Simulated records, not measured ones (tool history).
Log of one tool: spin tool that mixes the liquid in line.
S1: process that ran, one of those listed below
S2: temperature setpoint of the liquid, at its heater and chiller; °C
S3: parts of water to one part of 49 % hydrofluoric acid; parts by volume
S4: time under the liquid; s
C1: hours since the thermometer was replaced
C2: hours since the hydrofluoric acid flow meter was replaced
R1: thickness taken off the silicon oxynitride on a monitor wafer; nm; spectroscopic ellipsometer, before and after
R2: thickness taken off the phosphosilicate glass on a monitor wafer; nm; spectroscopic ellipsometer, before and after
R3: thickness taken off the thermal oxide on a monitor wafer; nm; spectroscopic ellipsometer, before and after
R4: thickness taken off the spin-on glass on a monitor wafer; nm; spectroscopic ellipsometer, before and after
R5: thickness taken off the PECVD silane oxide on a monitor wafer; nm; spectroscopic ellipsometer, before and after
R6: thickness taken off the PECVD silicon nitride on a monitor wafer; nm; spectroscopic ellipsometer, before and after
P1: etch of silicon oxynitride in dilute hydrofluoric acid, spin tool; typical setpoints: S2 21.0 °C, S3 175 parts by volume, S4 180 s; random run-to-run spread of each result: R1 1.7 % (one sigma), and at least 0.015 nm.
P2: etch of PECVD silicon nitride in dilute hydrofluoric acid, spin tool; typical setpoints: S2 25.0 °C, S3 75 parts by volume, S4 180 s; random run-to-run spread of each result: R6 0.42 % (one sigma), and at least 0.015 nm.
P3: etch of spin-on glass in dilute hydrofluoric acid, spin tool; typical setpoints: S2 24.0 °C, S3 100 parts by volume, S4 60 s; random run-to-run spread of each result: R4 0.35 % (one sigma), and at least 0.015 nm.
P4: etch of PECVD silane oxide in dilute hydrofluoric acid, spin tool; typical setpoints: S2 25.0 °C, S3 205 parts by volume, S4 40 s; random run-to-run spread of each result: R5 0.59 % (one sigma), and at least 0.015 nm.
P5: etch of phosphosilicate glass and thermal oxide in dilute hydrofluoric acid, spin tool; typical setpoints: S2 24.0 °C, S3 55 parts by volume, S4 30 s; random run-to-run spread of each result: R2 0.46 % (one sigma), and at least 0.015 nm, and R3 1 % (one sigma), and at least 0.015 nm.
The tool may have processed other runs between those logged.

run 1 hour=3.4 | S1=P1 S2=21.0 S3=175 S4=180 | C1=875.4 C2=954.4 | R1=1.33320
run 2 hour=8.2 | S1=P5 S2=24.0 S3=55 S4=30 | C1=880.2 C2=959.2 | R2=68.949 R3=2.6574
run 3 hour=14.0 | S1=P3 S2=24.0 S3=100 S4=115 | C1=886.0 C2=965.0 | R4=26.684
run 4 hour=17.8 | S1=P4 S2=25.0 S3=40 S4=40 | C1=889.8 C2=968.8 | R5=30.6990
run 5 hour=24.9 | S1=P2 S2=25.0 S3=75 S4=180 | C1=896.9 C2=975.9 | R6=12.0540
run 6 hour=30.0 | S1=P1 S2=17.0 S3=260 S4=180 | C1=902.0 C2=981.0 | R1=0.74402
run 7 hour=34.2 | S1=P1 S2=21.0 S3=175 S4=180 | C1=906.2 C2=985.2 | R1=1.38490
run 8 hour=40.8 | S1=P1 S2=21.0 S3=300 S4=180 | C1=912.8 C2=991.8 | R1=0.74799
run 9 hour=47.2 | S1=P4 S2=25.0 S3=205 S4=40 | C1=919.2 C2=998.2 | R5=4.8644
run 10 hour=54.0 | S1=P5 S2=24.0 S3=55 S4=15 | C1=926.0 C2=1005.0 | R2=34.038 R3=1.3452
run 11 hour=57.6 | S1=P2 S2=25.0 S3=130 S4=180 | C1=929.6 C2=1008.6 | R6=6.9574
run 12 hour=63.2 | S1=P1 S2=21.0 S3=175 S4=180 | C1=935.2 C2=1014.2 | R1=1.36720
run 13 hour=69.5 | S1=P3 S2=31.5 S3=100 S4=60 | C1=941.5 C2=1020.5 | R4=18.548
run 14 hour=74.2 | S1=P1 S2=21.0 S3=175 S4=180 | C1=946.2 C2=1025.2 | R1=1.40180
run 15 hour=81.8 | S1=P2 S2=25.0 S3=75 S4=60 | C1=953.8 C2=1032.8 | R6=3.9724
run 16 hour=88.4 | S1=P5 S2=24.0 S3=55 S4=30 | C1=960.4 C2=1039.4 | R2=68.511 R3=2.6156
run 17 hour=94.5 | S1=P4 S2=20.0 S3=205 S4=40 | C1=966.5 C2=1045.5 | R5=4.0565
run 18 hour=99.1 | S1=P3 S2=24.0 S3=50 S4=60 | C1=971.1 C2=1050.1 | R4=29.576
run 19 hour=103.7 | S1=P5 S2=24.0 S3=30 S4=30 | C1=975.7 C2=1054.7 | R2=129.800 R3=5.0000
-- hour=105.8 hydrofluoric acid flow meter replaced
run 20 hour=111.0 | S1=P1 S2=21.0 S3=175 S4=40 | C1=983.0 C2=5.2 | R1=0.31596
run 21 hour=117.8 | S1=P1 S2=17.0 S3=175 S4=30 | C1=989.8 C2=12.0 | R1=0.20117
run 22 hour=125.5 | S1=P4 S2=25.0 S3=205 S4=75 | C1=997.5 C2=19.7 | R5=9.1151
run 23 hour=129.4 | S1=P2 S2=17.5 S3=75 S4=180 | C1=1001.4 C2=23.6 | R6=7.2535
run 24 hour=136.2 | S1=P4 S2=25.0 S3=205 S4=40 | C1=1008.2 C2=30.4 | R5=4.8967
run 25 hour=143.2 | S1=P3 S2=24.0 S3=100 S4=60 | C1=1015.2 C2=37.4 | R4=13.893
run 26 hour=146.8 | S1=P1 S2=21.0 S3=175 S4=180 | C1=1018.8 C2=41.0 | R1=1.39650
run 27 hour=150.5 | S1=P2 S2=25.0 S3=75 S4=180 | C1=1022.5 C2=44.7 | R6=12.0270
run 28 hour=157.8 | S1=P1 S2=21.0 S3=175 S4=180 | C1=1029.8 C2=52.0 | R1=1.38870
run 29 hour=162.9 | S1=P5 S2=31.0 S3=55 S4=30 | C1=1034.9 C2=57.1 | R2=90.449 R3=3.4813
run 30 hour=168.1 | S1=P1 S2=17.0 S3=175 S4=180 | C1=1040.1 C2=62.3 | R1=1.16730
run 31 hour=174.3 | S1=P1 S2=26.0 S3=175 S4=180 | C1=1046.3 C2=68.5 | R1=1.76960
run 32 hour=178.4 | S1=P1 S2=21.0 S3=175 S4=305 | C1=1050.4 C2=72.6 | R1=2.45280
run 33 hour=183.0 | S1=P1 S2=21.0 S3=75 S4=180 | C1=1055.0 C2=77.2 | R1=3.58520
run 34 hour=186.5 | S1=P1 S2=21.0 S3=175 S4=180 | C1=1058.5 C2=80.7 | R1=1.42060
run 35 hour=192.5 | S1=P1 S2=21.0 S3=175 S4=180 | C1=1064.5 C2=86.7 | R1=1.43610
run 36 hour=199.0 | S1=P1 S2=21.0 S3=175 S4=180 | C1=1071.0 C2=93.2 | R1=1.53100
run 37 hour=204.7 | S1=P1 S2=21.0 S3=175 S4=180 | C1=1076.7 C2=98.9 | R1=1.54200
run 38 hour=209.0 | S1=P1 S2=21.0 S3=175 S4=180 | C1=1081.0 C2=103.2 | R1=1.50900
run 39 hour=214.3 | S1=P1 S2=21.0 S3=175 S4=180 | C1=1086.3 C2=108.5 | R1=1.55230
run 40 hour=220.3 | S1=P1 S2=21.0 S3=175 S4=180 | C1=1092.3 C2=114.5 | R1=1.58740
run 41 hour=225.1 | S1=P1 S2=21.0 S3=175 S4=180 | C1=1097.1 C2=119.3 | R1=1.53640
run 42 hour=229.2 | S1=P1 S2=21.0 S3=175 S4=180 | C1=1101.2 C2=123.4 | R1=1.56250

What P1 gives has crept away from where it was. These 2 causes fit the log equally well, each at the size given:
A: hydrofluoric acid flow above the setpoint (%) = 9.17
B: liquid hotter than its thermometer reads (K) = 2.13
The gradual shift began around hour 186.5.

Below are 4 check runs, each on a single wafer, with their results shown as question marks. Which of them would tell the listed causes apart, meaning the causes would give clearly different results under it?
run check 1 hour=233.3 | S1=P5 S2=29.0 S3=55 S4=30 | R2=? R3=?
run check 2 hour=233.3 | S1=P3 S2=24.0 S3=60 S4=105 | R4=?
run check 3 hour=233.3 | S1=P4 S2=25.0 S3=50 S4=65 | R5=?
run check 4 hour=233.3 | S1=P2 S2=18.5 S3=75 S4=180 | R6=?

Expected result of each check under each candidate cause:
check=check_1 result=R2 if_A=92.388 if_B=91.331
check=check_1 result=R3 if_A=3.5403 if_B=3.4998
check=check_2 result=R4 if_A=46.939 if_B=46.558
check=check_3 result=R5 if_A=43.0370 if_B=42.7270
check=check_4 result=R6 if_A=8.4020 if_B=8.9361
Per check, the gap between the least separated pair of causes, taken in the result that splits them most: check 1 1.15 %; check 2 0.81 %; check 3 0.72 %; check 4 6.16 %
Only check 4 tells the causes apart: in the others they would give nearly the same result.

Check 4 has now been run. It gave: R6 8.9200 nm. Which of the candidate causes is it?

It was cause B: liquid hotter than its thermometer reads (K).

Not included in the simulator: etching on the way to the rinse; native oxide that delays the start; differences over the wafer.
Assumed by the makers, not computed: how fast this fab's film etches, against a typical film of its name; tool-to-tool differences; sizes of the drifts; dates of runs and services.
